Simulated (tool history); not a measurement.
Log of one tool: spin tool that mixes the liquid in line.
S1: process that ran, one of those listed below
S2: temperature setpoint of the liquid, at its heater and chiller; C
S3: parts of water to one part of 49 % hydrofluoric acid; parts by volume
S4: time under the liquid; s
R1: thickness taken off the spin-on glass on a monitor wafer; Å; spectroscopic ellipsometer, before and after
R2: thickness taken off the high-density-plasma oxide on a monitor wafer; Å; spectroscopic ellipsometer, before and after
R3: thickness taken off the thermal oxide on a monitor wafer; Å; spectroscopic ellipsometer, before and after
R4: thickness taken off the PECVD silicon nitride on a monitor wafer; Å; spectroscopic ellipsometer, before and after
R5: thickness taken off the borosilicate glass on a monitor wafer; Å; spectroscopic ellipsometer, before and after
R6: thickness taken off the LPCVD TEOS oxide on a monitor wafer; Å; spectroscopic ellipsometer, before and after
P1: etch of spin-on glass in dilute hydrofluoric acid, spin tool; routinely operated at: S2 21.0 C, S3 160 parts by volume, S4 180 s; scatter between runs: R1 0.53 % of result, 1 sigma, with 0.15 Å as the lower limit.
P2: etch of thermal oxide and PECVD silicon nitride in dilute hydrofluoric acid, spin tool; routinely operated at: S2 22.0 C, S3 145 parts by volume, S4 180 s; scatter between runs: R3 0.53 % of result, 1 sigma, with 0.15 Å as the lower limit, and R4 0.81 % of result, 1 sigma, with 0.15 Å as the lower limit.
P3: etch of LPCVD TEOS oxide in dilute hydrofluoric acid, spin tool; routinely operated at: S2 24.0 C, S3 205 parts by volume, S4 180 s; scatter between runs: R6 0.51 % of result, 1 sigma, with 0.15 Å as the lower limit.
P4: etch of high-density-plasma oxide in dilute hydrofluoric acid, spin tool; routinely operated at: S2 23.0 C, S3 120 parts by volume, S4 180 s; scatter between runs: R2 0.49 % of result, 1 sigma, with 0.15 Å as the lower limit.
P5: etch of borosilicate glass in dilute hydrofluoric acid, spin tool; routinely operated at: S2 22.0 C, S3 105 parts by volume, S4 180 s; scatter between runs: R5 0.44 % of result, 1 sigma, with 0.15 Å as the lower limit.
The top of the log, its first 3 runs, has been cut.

| run | hour | S1 | S2 | S3 | S4 | R1 | R2 | R3 | R4 | R5 | R6 |
|---|---|---|---|---|---|---|---|---|---|---|---|
| 4 | 44.9 | P4 | 23.0 | 120 | 15 |  | 6.0401 |  |  |  |  |
| 5 | 56.5 | P1 | 21.0 | 160 | 365 | 391.820 |  |  |  |  |  |
| 6 | 66.4 | P1 | 21.0 | 160 | 15 | 16.087 |  |  |  |  |  |
| 7 | 80.9 | P2 | 22.0 | 145 | 180 |  |  | 49.328 | 33.4760 |  |  |
| 8 | 90.8 | P4 | 17.0 | 120 | 180 |  | 56.1050 |  |  |  |  |
| 9 | 102.2 | P5 | 22.0 | 105 | 180 |  |  |  |  | 329.55 |  |
| 10 | 113.9 | P5 | 22.0 | 30 | 180 |  |  |  |  | 1278.80 |  |
| 11 | 123.7 | P4 | 23.0 | 175 | 180 |  | 46.7480 |  |  |  |  |
| 12 | 134.6 | P2 | 22.0 | 145 | 50 |  |  | 13.551 | 9.3286 |  |  |
| 13 | 144.3 | P2 | 22.0 | 145 | 180 |  |  | 49.358 | 33.3470 |  |  |
| 14 | 151.0 | P3 | 24.0 | 205 | 180 |  |  |  |  |  | 225.380 |
| 15 | 161.0 | P4 | 23.0 | 120 | 180 |  | 71.9450 |  |  |  |  |
| 16 | 175.1 | P1 | 21.0 | 25 | 180 | 1443.500 |  |  |  |  |  |
| 17 | 189.5 | P3 | 24.0 | 90 | 180 |  |  |  |  |  | 576.990 |
| 18 | 196.3 | P3 | 24.0 | 205 | 55 |  |  |  |  |  | 68.747 |
| 19 | 205.0 | P5 | 22.0 | 105 | 280 |  |  |  |  | 512.88 |  |
| 20 | 212.9 | P3 | 17.0 | 205 | 180 |  |  |  |  |  | 171.490 |
| 21 | 226.1 | P1 | 26.0 | 160 | 260 | 338.710 |  |  |  |  |  |
| 22 | 234.0 | P1 | 17.0 | 285 | 180 | 83.091 |  |  |  |  |  |
| 23 | 245.5 | P1 | 25.5 | 160 | 180 | 231.990 |  |  |  |  |  |
| 24 | 253.5 | P1 | 21.0 | 160 | 180 | 193.770 |  |  |  |  |  |
| 25 | 261.6 | P1 | 17.0 | 285 | 180 | 82.949 |  |  |  |  |  |
| 26 | 269.4 | P5 | 28.5 | 105 | 180 |  |  |  |  | 431.56 |  |
| 27 | 281.7 | P5 | 22.0 | 105 | 180 |  |  |  |  | 333.87 |  |
| 28 | 288.6 | P1 | 17.0 | 160 | 180 | 165.060 |  |  |  |  |  |

The next listed run, before its measurement:
| 29 | 303.1 | P2 | 22.0 | 205 | 180 |  |  | ? | ? |  |  |

{"run 29": {"R3": 32.504, "R4": 23.835}}

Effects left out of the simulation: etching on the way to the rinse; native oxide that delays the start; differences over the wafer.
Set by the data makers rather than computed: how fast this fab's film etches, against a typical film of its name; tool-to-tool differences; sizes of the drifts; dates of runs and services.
